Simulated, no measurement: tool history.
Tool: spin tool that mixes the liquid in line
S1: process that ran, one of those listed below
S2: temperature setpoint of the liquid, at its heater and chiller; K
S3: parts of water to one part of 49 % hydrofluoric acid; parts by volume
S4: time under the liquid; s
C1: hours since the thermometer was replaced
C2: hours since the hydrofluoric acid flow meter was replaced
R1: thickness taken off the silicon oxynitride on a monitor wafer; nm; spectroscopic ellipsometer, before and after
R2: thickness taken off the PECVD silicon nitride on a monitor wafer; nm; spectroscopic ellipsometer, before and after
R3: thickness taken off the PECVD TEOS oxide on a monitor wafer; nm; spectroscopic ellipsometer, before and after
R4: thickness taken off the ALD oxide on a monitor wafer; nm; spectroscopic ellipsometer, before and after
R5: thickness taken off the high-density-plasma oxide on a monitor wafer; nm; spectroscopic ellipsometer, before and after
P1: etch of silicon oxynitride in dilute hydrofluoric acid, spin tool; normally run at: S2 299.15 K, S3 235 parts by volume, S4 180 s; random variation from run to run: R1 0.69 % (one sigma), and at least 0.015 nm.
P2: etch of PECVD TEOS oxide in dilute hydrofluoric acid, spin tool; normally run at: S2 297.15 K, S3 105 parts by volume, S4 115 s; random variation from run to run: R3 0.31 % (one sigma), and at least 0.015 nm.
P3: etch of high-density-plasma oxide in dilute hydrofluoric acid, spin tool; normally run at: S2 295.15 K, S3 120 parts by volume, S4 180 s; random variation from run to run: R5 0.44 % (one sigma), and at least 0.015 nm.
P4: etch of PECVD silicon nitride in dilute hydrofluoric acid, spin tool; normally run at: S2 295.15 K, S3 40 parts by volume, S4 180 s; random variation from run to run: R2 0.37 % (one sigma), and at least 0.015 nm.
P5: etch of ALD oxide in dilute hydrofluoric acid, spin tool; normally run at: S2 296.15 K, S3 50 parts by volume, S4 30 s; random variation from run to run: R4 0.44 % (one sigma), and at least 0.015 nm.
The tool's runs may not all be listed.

Run 1, hour 3.3: S1 P1, S2 299.15 K, S3 235 parts by volume, S4 180 s; C1 1668.6; C2 529.3. Result: R1 3.5367 nm.
Run 2, hour 8.6: S1 P4, S2 295.15 K, S3 20 parts by volume, S4 180 s; C1 1673.9; C2 534.6. Result: R2 24.4510 nm.
Run 3, hour 14.2: S1 P1, S2 299.15 K, S3 235 parts by volume, S4 50 s; C1 1679.5; C2 540.2. Result: R1 0.9953 nm.
Run 4, hour 18.8: S1 P1, S2 306.65 K, S3 235 parts by volume, S4 180 s; C1 1684.1; C2 544.8. Result: R1 4.8359 nm.
Run 5, hour 22.1: S1 P1, S2 299.15 K, S3 235 parts by volume, S4 180 s; C1 1687.4; C2 548.1. Result: R1 3.5464 nm.
Run 6, hour 25.1: S1 P1, S2 303.15 K, S3 415 parts by volume, S4 180 s; C1 1690.4; C2 551.1. Result: R1 2.0223 nm.
Run 7, hour 30.4: S1 P1, S2 299.15 K, S3 90 parts by volume, S4 180 s; C1 1695.7; C2 556.4. Result: R1 10.2620 nm.
Run 8, hour 36.0: S1 P2, S2 297.15 K, S3 105 parts by volume, S4 115 s; C1 1701.3; C2 562.0. Result: R3 11.2810 nm.
Run 9, hour 40.0: S1 P5, S2 296.15 K, S3 50 parts by volume, S4 30 s; C1 1705.3; C2 566.0. Result: R4 9.1275 nm.
At hour 43.3: thermometer replaced.
Run 10, hour 45.0: S1 P1, S2 299.15 K, S3 235 parts by volume, S4 180 s; C1 1.7; C2 571.0. Result: R1 3.5928 nm.
Run 11, hour 49.8: S1 P4, S2 295.15 K, S3 40 parts by volume, S4 70 s; C1 6.5; C2 575.8. Result: R2 4.8728 nm.
Run 12, hour 55.1: S1 P1, S2 299.15 K, S3 235 parts by volume, S4 180 s; C1 11.8; C2 581.1. Result: R1 3.5691 nm.
Run 13, hour 59.8: S1 P3, S2 295.15 K, S3 120 parts by volume, S4 180 s; C1 16.5; C2 585.8. Result: R5 9.1363 nm.
Run 14, hour 63.5: S1 P1, S2 292.15 K, S3 235 parts by volume, S4 180 s; C1 20.2; C2 589.5. Result: R1 2.5787 nm.
Run 15, hour 67.2: S1 P2, S2 304.15 K, S3 105 parts by volume, S4 115 s; C1 23.9; C2 593.2. Result: R3 14.7820 nm.
Run 16, hour 70.0: S1 P2, S2 297.15 K, S3 105 parts by volume, S4 15 s; C1 26.7; C2 596.0. Result: R3 1.4792 nm.
Run 17, hour 73.5: S1 P5, S2 296.15 K, S3 50 parts by volume, S4 50 s; C1 30.2; C2 599.5. Result: R4 15.2880 nm.
Run 18, hour 78.0: S1 P1, S2 299.15 K, S3 235 parts by volume, S4 365 s; C1 34.7; C2 604.0. Result: R1 7.2487 nm.
Run 19, hour 81.0: S1 P3, S2 295.15 K, S3 120 parts by volume, S4 85 s; C1 37.7; C2 607.0. Result: R5 4.3422 nm.
Run 20, hour 85.4: S1 P5, S2 300.65 K, S3 50 parts by volume, S4 30 s; C1 42.1; C2 611.4. Result: R4 10.9560 nm.
Run 21, hour 88.3: S1 P5, S2 296.15 K, S3 75 parts by volume, S4 30 s; C1 45.0; C2 614.3. Result: R4 5.8645 nm.
Run 22, hour 91.3: S1 P2, S2 297.15 K, S3 105 parts by volume, S4 115 s; C1 48.0; C2 617.3. Result: R3 11.3880 nm.
Run 23, hour 97.0: S1 P3, S2 295.15 K, S3 55 parts by volume, S4 180 s; C1 53.7; C2 623.0. Result: R5 21.6260 nm.
Run 24, hour 101.2: S1 P3, S2 290.15 K, S3 120 parts by volume, S4 180 s; C1 57.9; C2 627.2. Result: R5 7.4712 nm.
Run 25, hour 104.5: S1 P1, S2 299.15 K, S3 235 parts by volume, S4 180 s; C1 61.2; C2 630.5. Result: R1 3.5194 nm.
Run 26, hour 108.1: S1 P3, S2 295.15 K, S3 120 parts by volume, S4 180 s; C1 64.8; C2 634.1. Result: R5 9.2712 nm.
Run 27, hour 112.9: S1 P4, S2 298.65 K, S3 40 parts by volume, S4 180 s; C1 69.6; C2 638.9. Result: R2 15.9210 nm.
Run 28, hour 117.0: S1 P4, S2 295.15 K, S3 40 parts by volume, S4 180 s; C1 73.7; C2 643.0. Result: R2 12.5680 nm.
Run 29, hour 121.3: S1 P5, S2 296.15 K, S3 50 parts by volume, S4 30 s; C1 78.0; C2 647.3. Result: R4 9.1053 nm.
Run 30, hour 123.8: S1 P1, S2 299.15 K, S3 235 parts by volume, S4 180 s; C1 80.5; C2 649.8. Result: R1 3.5854 nm.
Run 31, hour 128.6: S1 P2, S2 297.15 K, S3 160 parts by volume, S4 115 s; C1 85.3; C2 654.6. Result: R3 6.9724 nm.
Run 32, hour 131.3: S1 P1, S2 295.15 K, S3 130 parts by volume, S4 180 s; C1 88.0; C2 657.3. Result: R1 5.8837 nm.
Run 33, hour 135.2: S1 P1, S2 299.15 K, S3 345 parts by volume, S4 180 s; C1 91.9; C2 661.2. Result: R1 2.2204 nm.
Run 34, hour 138.9: S1 P1, S2 299.15 K, S3 235 parts by volume, S4 180 s; C1 95.6; C2 664.9. Result: R1 3.5254 nm.
Run 35, hour 143.0: S1 P1, S2 299.15 K, S3 235 parts by volume, S4 180 s; C1 99.7; C2 669.0. Result: R1 3.6738 nm.
Run 36, hour 146.4: S1 P1, S2 299.15 K, S3 235 parts by volume, S4 180 s; C1 103.1; C2 672.4. Result: R1 3.7496 nm.
Run 37, hour 149.7: S1 P1, S2 299.15 K, S3 235 parts by volume, S4 180 s; C1 106.4; C2 675.7. Result: R1 3.7866 nm.
Run 38, hour 153.3: S1 P1, S2 299.15 K, S3 235 parts by volume, S4 180 s; C1 110.0; C2 679.3. Result: R1 3.7342 nm.
Run 39, hour 156.3: S1 P1, S2 299.15 K, S3 235 parts by volume, S4 180 s; C1 113.0; C2 682.3. Result: R1 3.8077 nm.
Run 40, hour 160.6: S1 P1, S2 299.15 K, S3 235 parts by volume, S4 180 s; C1 117.3; C2 686.6. Result: R1 3.8603 nm.
Run 41, hour 164.6: S1 P1, S2 299.15 K, S3 235 parts by volume, S4 180 s; C1 121.3; C2 690.6. Result: R1 3.7937 nm.
Run 42, hour 167.4: S1 P1, S2 299.15 K, S3 235 parts by volume, S4 180 s; C1 124.1; C2 693.4. Result: R1 3.8286 nm.
Run 43, hour 170.5: S1 P1, S2 299.15 K, S3 235 parts by volume, S4 180 s; C1 127.2; C2 696.5. Result: R1 3.8501 nm.
Run 44, hour 172.9: S1 P1, S2 299.15 K, S3 235 parts by volume, S4 180 s; C1 129.6; C2 698.9. Result: R1 3.8563 nm.
Run 45, hour 178.1: S1 P1, S2 299.15 K, S3 235 parts by volume, S4 180 s; C1 134.8; C2 704.1. Result: R1 3.7929 nm.

What P1 gives has crept away from where it was. These 2 causes fit the log equally well, each at the size given:
A: hydrofluoric acid flow above the setpoint (%) = 7.09
B: liquid hotter than its thermometer reads (K) = 1.91
The creep began at about hour 138.9.

4 check runs are offered, one wafer each, their results left as question marks. Which one tells the causes apart?
Run check 1, hour 183.3: S1 P3, S2 295.15 K, S3 120 parts by volume, S4 180 s. Result: R5 ?.
Run check 2, hour 183.3: S1 P2, S2 297.15 K, S3 105 parts by volume, S4 115 s. Result: R3 ?.
Run check 3, hour 183.3: S1 P4, S2 295.15 K, S3 40 parts by volume, S4 180 s. Result: R2 ?.
Run check 4, hour 183.3: S1 P5, S2 296.15 K, S3 50 parts by volume, S4 30 s. Result: R4 ?.

What each check would give under each cause:
  check  result     if A     if B
check 1      R5   9.9188   9.8969
check 2      R3  12.2540  12.2260
check 3      R2  13.4170  14.3030
check 4      R4   9.7930   9.8505
How far apart the two closest causes lie, in the result that separates them most: check 1 0.22 %; check 2 0.23 %; check 3 6.39 %; check 4 0.58 %
Only check 3 tells the causes apart: in the others they would give nearly the same result.

Then check 3 was run and gave: R2 14.3100 nm. Which cause is it?

It is B: liquid hotter than its thermometer reads (K).
